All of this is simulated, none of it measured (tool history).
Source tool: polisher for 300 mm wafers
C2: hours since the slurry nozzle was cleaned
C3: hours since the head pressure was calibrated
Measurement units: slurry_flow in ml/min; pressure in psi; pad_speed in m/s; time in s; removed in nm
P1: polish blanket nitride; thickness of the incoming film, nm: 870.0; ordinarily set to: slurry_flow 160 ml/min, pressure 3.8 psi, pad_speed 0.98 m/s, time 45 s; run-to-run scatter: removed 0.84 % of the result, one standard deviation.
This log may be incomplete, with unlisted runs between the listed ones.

{"run": 1, "hour": 13.9, "slurry_flow": 160, "pressure": 3.8, "pad_speed": 0.98, "time": 45, "wafers polished on this pad": 401, "C2": 266.6, "C3": 256.3, "removed": 67.567}
{"run": 2, "hour": 21.0, "slurry_flow": 95, "pressure": 3.8, "pad_speed": 0.98, "time": 45, "wafers polished on this pad": 456, "C2": 273.7, "C3": 263.4, "removed": 60.675}
{"run": 3, "hour": 30.2, "slurry_flow": 110, "pressure": 3.8, "pad_speed": 0.98, "time": 61, "wafers polished on this pad": 529, "C2": 282.9, "C3": 272.6, "removed": 85.517}
{"run": 4, "hour": 37.5, "slurry_flow": 205, "pressure": 5.5, "pad_speed": 0.98, "time": 45, "wafers polished on this pad": 586, "C2": 290.2, "C3": 279.9, "removed": 102.75}
{"run": 5, "hour": 47.0, "slurry_flow": 95, "pressure": 3.8, "pad_speed": 0.98, "time": 58, "wafers polished on this pad": 661, "C2": 299.7, "C3": 289.4, "removed": 78.781}
{"run": 6, "hour": 60.9, "slurry_flow": 225, "pressure": 3.8, "pad_speed": 0.98, "time": 45, "wafers polished on this pad": 770, "C2": 313.6, "C3": 303.3, "removed": 71.181}
{"run": 7, "hour": 76.0, "slurry_flow": 160, "pressure": 3.8, "pad_speed": 0.98, "time": 45, "wafers polished on this pad": 888, "C2": 328.7, "C3": 318.4, "removed": 67.527}
{"run": 8, "hour": 90.4, "slurry_flow": 160, "pressure": 3.8, "pad_speed": 0.98, "time": 45, "wafers polished on this pad": 1001, "C2": 343.1, "C3": 332.8, "removed": 66.933}
{"run": 9, "hour": 105.7, "slurry_flow": 160, "pressure": 1.7, "pad_speed": 0.98, "time": 45, "wafers polished on this pad": 1121, "C2": 358.4, "C3": 348.1, "removed": 30.139}
{"hour": 105.9, "done": "slurry nozzle cleaned"}
{"run": 10, "hour": 120.4, "slurry_flow": 160, "pressure": 3.8, "pad_speed": 0.44, "time": 45, "wafers polished on this pad": 1237, "C2": 14.6, "C3": 362.8, "removed": 35.571}
{"run": 11, "hour": 130.3, "slurry_flow": 160, "pressure": 3.8, "pad_speed": 0.98, "time": 45, "wafers polished on this pad": 1314, "C2": 24.5, "C3": 372.7, "removed": 67.966}
{"run": 12, "hour": 137.0, "slurry_flow": 160, "pressure": 3.8, "pad_speed": 0.98, "time": 45, "wafers polished on this pad": 1367, "C2": 31.2, "C3": 379.4, "removed": 67.479}
{"run": 13, "hour": 151.7, "slurry_flow": 160, "pressure": 3.8, "pad_speed": 0.98, "time": 20, "wafers polished on this pad": 1482, "C2": 45.9, "C3": 394.1, "removed": 30.087}
{"run": 14, "hour": 166.8, "slurry_flow": 160, "pressure": 3.8, "pad_speed": 0.98, "time": 59, "wafers polished on this pad": 1601, "C2": 61.0, "C3": 409.2, "removed": 88.93}
{"run": 15, "hour": 182.0, "slurry_flow": 160, "pressure": 5.8, "pad_speed": 0.98, "time": 45, "wafers polished on this pad": 1720, "C2": 76.2, "C3": 424.4, "removed": 102.61}
{"run": 16, "hour": 195.0, "slurry_flow": 160, "pressure": 3.8, "pad_speed": 1.36, "time": 45, "wafers polished on this pad": 1822, "C2": 89.2, "C3": 437.4, "removed": 87.485}
{"run": 17, "hour": 204.4, "slurry_flow": 160, "pressure": 3.8, "pad_speed": 0.98, "time": 45, "wafers polished on this pad": 1896, "C2": 98.6, "C3": 446.8, "removed": 67.998}
{"run": 18, "hour": 219.3, "slurry_flow": 160, "pressure": 3.8, "pad_speed": 0.98, "time": 45, "wafers polished on this pad": 2013, "C2": 113.5, "C3": 461.7, "removed": 66.485}
{"run": 19, "hour": 231.5, "slurry_flow": 160, "pressure": 3.8, "pad_speed": 0.98, "time": 45, "wafers polished on this pad": 2109, "C2": 125.7, "C3": 473.9, "removed": 65.011}
{"run": 20, "hour": 243.6, "slurry_flow": 160, "pressure": 3.8, "pad_speed": 0.98, "time": 45, "wafers polished on this pad": 2204, "C2": 137.8, "C3": 486.0, "removed": 63.171}
{"run": 21, "hour": 258.5, "slurry_flow": 160, "pressure": 3.8, "pad_speed": 0.98, "time": 45, "wafers polished on this pad": 2321, "C2": 152.7, "C3": 500.9, "removed": 64.034}
{"hour": 265.0, "done": "head pressure recalibrated"}
{"run": 22, "hour": 270.7, "slurry_flow": 160, "pressure": 3.8, "pad_speed": 0.98, "time": 45, "wafers polished on this pad": 2416, "C2": 164.9, "C3": 5.7, "removed": 63.6}
{"run": 23, "hour": 283.2, "slurry_flow": 160, "pressure": 3.8, "pad_speed": 0.98, "time": 45, "wafers polished on this pad": 2514, "C2": 177.4, "C3": 18.2, "removed": 63.214}
{"run": 24, "hour": 298.5, "slurry_flow": 160, "pressure": 3.8, "pad_speed": 0.98, "time": 45, "wafers polished on this pad": 2635, "C2": 192.7, "C3": 33.5, "removed": 63.753}
{"run": 25, "hour": 313.3, "slurry_flow": 160, "pressure": 3.8, "pad_speed": 0.98, "time": 45, "wafers polished on this pad": 2751, "C2": 207.5, "C3": 48.3, "removed": 62.604}
{"run": 26, "hour": 327.8, "slurry_flow": 160, "pressure": 3.8, "pad_speed": 0.98, "time": 45, "wafers polished on this pad": 2865, "C2": 222.0, "C3": 62.8, "removed": 63.598}

Run 27 has not been measured yet. What should we expect?
{"run": 27, "hour": 334.7, "slurry_flow": 160, "pressure": 3.8, "pad_speed": 0.98, "time": 45, "wafers polished on this pad": 2919, "C2": 228.9, "C3": 69.7, "removed": "?"}

removed: 63.424 nm
